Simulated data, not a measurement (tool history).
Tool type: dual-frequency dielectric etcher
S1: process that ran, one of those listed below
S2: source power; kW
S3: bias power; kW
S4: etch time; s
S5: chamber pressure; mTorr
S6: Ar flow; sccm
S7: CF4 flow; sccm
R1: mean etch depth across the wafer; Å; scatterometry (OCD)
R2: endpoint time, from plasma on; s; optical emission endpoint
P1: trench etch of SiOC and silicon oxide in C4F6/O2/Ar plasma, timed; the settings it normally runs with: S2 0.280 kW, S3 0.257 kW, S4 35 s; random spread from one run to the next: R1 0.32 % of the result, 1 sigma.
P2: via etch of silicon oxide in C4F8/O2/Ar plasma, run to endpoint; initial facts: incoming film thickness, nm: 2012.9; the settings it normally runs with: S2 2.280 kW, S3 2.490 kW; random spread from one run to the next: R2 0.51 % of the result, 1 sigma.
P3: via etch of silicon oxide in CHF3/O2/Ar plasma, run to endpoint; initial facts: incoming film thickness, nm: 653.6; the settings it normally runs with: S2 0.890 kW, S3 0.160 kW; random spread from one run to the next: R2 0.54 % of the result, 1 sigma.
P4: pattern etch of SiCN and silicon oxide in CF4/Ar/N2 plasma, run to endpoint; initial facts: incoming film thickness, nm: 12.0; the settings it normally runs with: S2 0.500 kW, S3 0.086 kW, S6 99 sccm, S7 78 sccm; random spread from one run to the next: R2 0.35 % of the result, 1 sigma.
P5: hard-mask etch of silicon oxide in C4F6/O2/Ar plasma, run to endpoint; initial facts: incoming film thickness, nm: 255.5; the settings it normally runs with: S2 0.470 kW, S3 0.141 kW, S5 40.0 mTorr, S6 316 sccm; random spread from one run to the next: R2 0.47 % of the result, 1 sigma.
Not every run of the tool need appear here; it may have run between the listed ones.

run,day,S1,S2,S3,S4,S5,S6,S7,R1,R2
1,0.392,P1,0.280,0.257,35,,,,685.86,
2,0.892,P3,0.890,0.223,,,,,,267.570
3,1.438,P5,0.470,0.141,,40.0,227,,,81.618
4,1.792,P4,0.500,0.086,,,99,59,,12.406
5,2.108,P2,2.280,3.034,,,,,,336.010
6,2.417,P1,0.390,0.257,35,,,,777.97,
7,3.088,P1,0.280,0.257,35,,,,684.20,
8,3.675,P4,0.500,0.061,,,99,78,,13.269
9,4.183,P4,0.360,0.086,,,99,78,,15.733
10,4.504,P2,2.280,2.490,,,,,,353.760
11,5.012,P1,0.280,0.186,35,,,,615.46,
12,5.329,P1,0.220,0.257,35,,,,624.42,
13,5.671,P5,0.600,0.141,,40.0,316,,,76.111
14,6.317,P5,0.470,0.184,,40.0,316,,,78.518
15,7.025,P1,0.280,0.257,44,,,,857.96,
16,7.671,P1,0.280,0.257,35,,,,682.88,
17,8.188,P1,0.280,0.257,35,,,,682.61,
18,8.658,P5,0.470,0.141,,40.0,316,,,84.020
19,9.008,P1,0.280,0.257,35,,,,685.02,
20,9.333,P4,0.500,0.086,,,57,78,,11.102
21,9.646,P3,0.890,0.160,,,,,,296.490
22,10.333,P4,0.500,0.086,,,99,78,,11.896
23,10.688,P1,0.280,0.306,35,,,,723.90,
24,11.279,P5,0.470,0.141,,31.5,316,,,82.235
25,11.629,P1,0.210,0.257,49,,,,854.03,
26,12.017,P1,0.280,0.257,23,,,,449.58,
27,12.417,P2,1.530,2.490,,,,,,411.940
28,12.783,P3,1.120,0.160,,,,,,271.830
29,13.292,P1,0.280,0.257,35,,,,681.91,
30,13.812,P1,0.280,0.257,35,,,,685.45,
31,14.233,P1,0.280,0.257,35,,,,689.34,
32,14.538,P1,0.280,0.257,35,,,,688.14,
33,14.967,P1,0.280,0.257,35,,,,690.84,
34,15.400,P1,0.280,0.257,35,,,,691.73,
35,15.879,P1,0.280,0.257,35,,,,689.77,
36,16.571,P1,0.280,0.257,35,,,,695.66,

Run 37 has not been measured yet. What should we expect?
# day 16.921: wet clean of the chamber
37,16.954,P1,0.280,0.257,35,,,,?,

Logged for run 37: R1 689.92 Å.
